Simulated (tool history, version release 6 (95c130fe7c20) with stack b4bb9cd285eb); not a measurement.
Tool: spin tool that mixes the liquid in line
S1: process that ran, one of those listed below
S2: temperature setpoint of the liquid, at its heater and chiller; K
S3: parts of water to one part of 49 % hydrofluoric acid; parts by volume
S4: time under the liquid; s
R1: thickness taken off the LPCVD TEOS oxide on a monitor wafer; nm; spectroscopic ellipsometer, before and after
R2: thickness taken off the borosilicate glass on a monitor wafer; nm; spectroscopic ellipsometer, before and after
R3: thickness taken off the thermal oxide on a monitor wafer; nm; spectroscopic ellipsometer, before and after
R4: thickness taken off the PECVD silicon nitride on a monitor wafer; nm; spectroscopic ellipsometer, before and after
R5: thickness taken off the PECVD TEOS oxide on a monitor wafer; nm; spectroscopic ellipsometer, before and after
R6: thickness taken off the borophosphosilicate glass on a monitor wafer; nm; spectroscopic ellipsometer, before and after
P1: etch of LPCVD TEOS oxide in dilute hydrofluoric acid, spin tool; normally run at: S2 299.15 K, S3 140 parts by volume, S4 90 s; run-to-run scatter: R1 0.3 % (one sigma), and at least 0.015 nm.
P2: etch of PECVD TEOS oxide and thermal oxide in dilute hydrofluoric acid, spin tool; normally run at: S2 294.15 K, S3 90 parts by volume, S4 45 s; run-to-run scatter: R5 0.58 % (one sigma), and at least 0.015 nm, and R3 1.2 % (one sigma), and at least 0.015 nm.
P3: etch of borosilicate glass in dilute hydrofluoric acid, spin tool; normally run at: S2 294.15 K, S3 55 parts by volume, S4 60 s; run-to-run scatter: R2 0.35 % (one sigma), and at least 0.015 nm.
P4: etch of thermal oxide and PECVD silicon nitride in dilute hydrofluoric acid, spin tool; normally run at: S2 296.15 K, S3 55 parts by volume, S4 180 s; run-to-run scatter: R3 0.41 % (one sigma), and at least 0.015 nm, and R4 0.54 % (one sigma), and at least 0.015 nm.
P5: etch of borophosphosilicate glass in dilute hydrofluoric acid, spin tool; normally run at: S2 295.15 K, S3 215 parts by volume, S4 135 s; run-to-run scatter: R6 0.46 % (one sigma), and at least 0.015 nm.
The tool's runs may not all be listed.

{"run": 1, "hour": 13.2, "S1": "P1", "S2": 299.15, "S3": 140, "S4": 90, "R1": 16.969}
{"run": 2, "hour": 27.7, "S1": "P3", "S2": 294.15, "S3": 55, "S4": 60, "R2": 33.708}
{"run": 3, "hour": 35.8, "S1": "P4", "S2": 296.15, "S3": 55, "S4": 180, "R3": 15.861, "R4": 14.412}
{"run": 4, "hour": 46.2, "S1": "P4", "S2": 296.15, "S3": 30, "S4": 180, "R3": 30.192, "R4": 26.045}
{"run": 5, "hour": 54.8, "S1": "P2", "S2": 294.15, "S3": 130, "S4": 45, "R3": 1.3689, "R5": 5.8996}
{"run": 6, "hour": 66.9, "S1": "P2", "S2": 302.65, "S3": 90, "S4": 45, "R3": 2.8926, "R5": 12.514}
{"run": 7, "hour": 81.0, "S1": "P5", "S2": 295.15, "S3": 215, "S4": 245, "R6": 33.07}
{"run": 8, "hour": 95.0, "S1": "P1", "S2": 303.15, "S3": 140, "S4": 135, "R1": 29.535}
{"run": 9, "hour": 107.9, "S1": "P5", "S2": 295.15, "S3": 390, "S4": 135, "R6": 8.4385}
{"run": 10, "hour": 118.7, "S1": "P5", "S2": 295.15, "S3": 215, "S4": 135, "R6": 18.098}
{"run": 11, "hour": 127.9, "S1": "P1", "S2": 294.65, "S3": 140, "S4": 90, "R1": 14.25}
{"run": 12, "hour": 141.1, "S1": "P3", "S2": 294.15, "S3": 95, "S4": 60, "R2": 18.664}
{"run": 13, "hour": 150.1, "S1": "P3", "S2": 301.15, "S3": 55, "S4": 60, "R2": 45.077}
{"run": 14, "hour": 164.6, "S1": "P4", "S2": 296.15, "S3": 55, "S4": 180, "R3": 15.916, "R4": 14.329}
{"run": 15, "hour": 178.8, "S1": "P4", "S2": 296.15, "S3": 55, "S4": 360, "R3": 31.728, "R4": 28.923}
{"run": 16, "hour": 185.2, "S1": "P1", "S2": 305.65, "S3": 140, "S4": 175, "R1": 41.963}
{"run": 17, "hour": 199.1, "S1": "P4", "S2": 303.65, "S3": 55, "S4": 180, "R3": 21.414, "R4": 23.624}
{"run": 18, "hour": 207.4, "S1": "P1", "S2": 299.15, "S3": 140, "S4": 145, "R1": 27.463}
{"run": 19, "hour": 219.1, "S1": "P1", "S2": 299.15, "S3": 140, "S4": 90, "R1": 17.134}
{"run": 20, "hour": 227.2, "S1": "P3", "S2": 294.15, "S3": 55, "S4": 35, "R2": 19.684}
{"run": 21, "hour": 239.0, "S1": "P1", "S2": 306.65, "S3": 140, "S4": 20, "R1": 4.9759}
{"run": 22, "hour": 248.1, "S1": "P1", "S2": 299.15, "S3": 210, "S4": 90, "R1": 10.453}
{"run": 23, "hour": 259.9, "S1": "P1", "S2": 299.15, "S3": 140, "S4": 90, "R1": 17.017}
{"run": 24, "hour": 272.4, "S1": "P1", "S2": 299.15, "S3": 140, "S4": 90, "R1": 17.025}
{"run": 25, "hour": 281.9, "S1": "P2", "S2": 294.15, "S3": 90, "S4": 45, "R3": 2.0573, "R5": 8.8721}
{"run": 26, "hour": 295.1, "S1": "P2", "S2": 294.15, "S3": 90, "S4": 80, "R3": 3.7678, "R5": 15.792}
{"run": 27, "hour": 304.5, "S1": "P1", "S2": 299.15, "S3": 140, "S4": 90, "R1": 16.932}
{"run": 28, "hour": 318.7, "S1": "P5", "S2": 290.15, "S3": 215, "S4": 135, "R6": 14.985}
{"run": 29, "hour": 330.3, "S1": "P1", "S2": 299.15, "S3": 140, "S4": 15, "R1": 2.8221}
{"run": 30, "hour": 337.3, "S1": "P1", "S2": 299.15, "S3": 60, "S4": 90, "R1": 44.159}
{"run": 31, "hour": 344.7, "S1": "P1", "S2": 306.65, "S3": 140, "S4": 90, "R1": 22.384}
{"run": 32, "hour": 354.9, "S1": "P1", "S2": 299.15, "S3": 140, "S4": 90, "R1": 17.101}
{"run": 33, "hour": 365.9, "S1": "P1", "S2": 299.15, "S3": 140, "S4": 90, "R1": 17.556}
{"run": 34, "hour": 379.0, "S1": "P1", "S2": 299.15, "S3": 140, "S4": 90, "R1": 17.986}
{"run": 35, "hour": 389.4, "S1": "P1", "S2": 299.15, "S3": 140, "S4": 90, "R1": 18.04}
{"run": 36, "hour": 399.9, "S1": "P1", "S2": 299.15, "S3": 140, "S4": 90, "R1": 18.249}
{"run": 37, "hour": 410.0, "S1": "P1", "S2": 299.15, "S3": 140, "S4": 90, "R1": 18.306}
{"run": 38, "hour": 418.4, "S1": "P1", "S2": 299.15, "S3": 140, "S4": 90, "R1": 18.269}
{"run": 39, "hour": 430.2, "S1": "P1", "S2": 299.15, "S3": 140, "S4": 90, "R1": 18.431}
{"run": 40, "hour": 439.3, "S1": "P1", "S2": 299.15, "S3": 140, "S4": 90, "R1": 18.306}
{"run": 41, "hour": 451.0, "S1": "P1", "S2": 299.15, "S3": 140, "S4": 90, "R1": 18.517}
{"run": 42, "hour": 460.9, "S1": "P1", "S2": 299.15, "S3": 140, "S4": 90, "R1": 18.486}

What P1 gives has crept away from where it was. These 2 causes fit the log equally well, each at the size given:
A: liquid hotter than its thermometer reads (K) = 2.16
B: hydrofluoric acid flow above the setpoint (%) = 7.14
The creep began at about hour 354.9.

4 check runs are offered, one wafer each, their results left as question marks. Which one tells the causes apart?
{"run": "check 1", "hour": 470.8, "S1": "P5", "S2": 290.15, "S3": 390, "S4": 135, "R6": "?"}
{"run": "check 2", "hour": 470.8, "S1": "P4", "S2": 303.65, "S3": 55, "S4": 300, "R3": "?", "R4": "?"}
{"run": "check 3", "hour": 470.8, "S1": "P3", "S2": 299.65, "S3": 75, "S4": 60, "R2": "?"}
{"run": "check 4", "hour": 470.8, "S1": "P2", "S2": 299.15, "S3": 90, "S4": 65, "R3": "?", "R5": "?"}

What each check would give under each cause:
check=check_1 result=R6 if_A=7.696 if_B=7.7905
check=check_2 result=R3 if_A=38.969 if_B=38.638
check=check_2 result=R4 if_A=45.202 if_B=42.198
check=check_3 result=R2 if_A=32.797 if_B=32.511
check=check_4 result=R3 if_A=4.0007 if_B=3.9728
check=check_4 result=R5 if_A=17.152 if_B=17.032
How far apart the two closest causes lie, in the result that separates them most: check 1 1.22 %; check 2 6.88 %; check 3 0.88 %; check 4 0.7 %
Check 2 tells the causes apart: in the others they would give nearly the same result.

Check 2 was then run and gave: R3 38.664 nm; R4 42.626 nm. Which cause is it?

It is B: hydrofluoric acid flow above the setpoint (%).
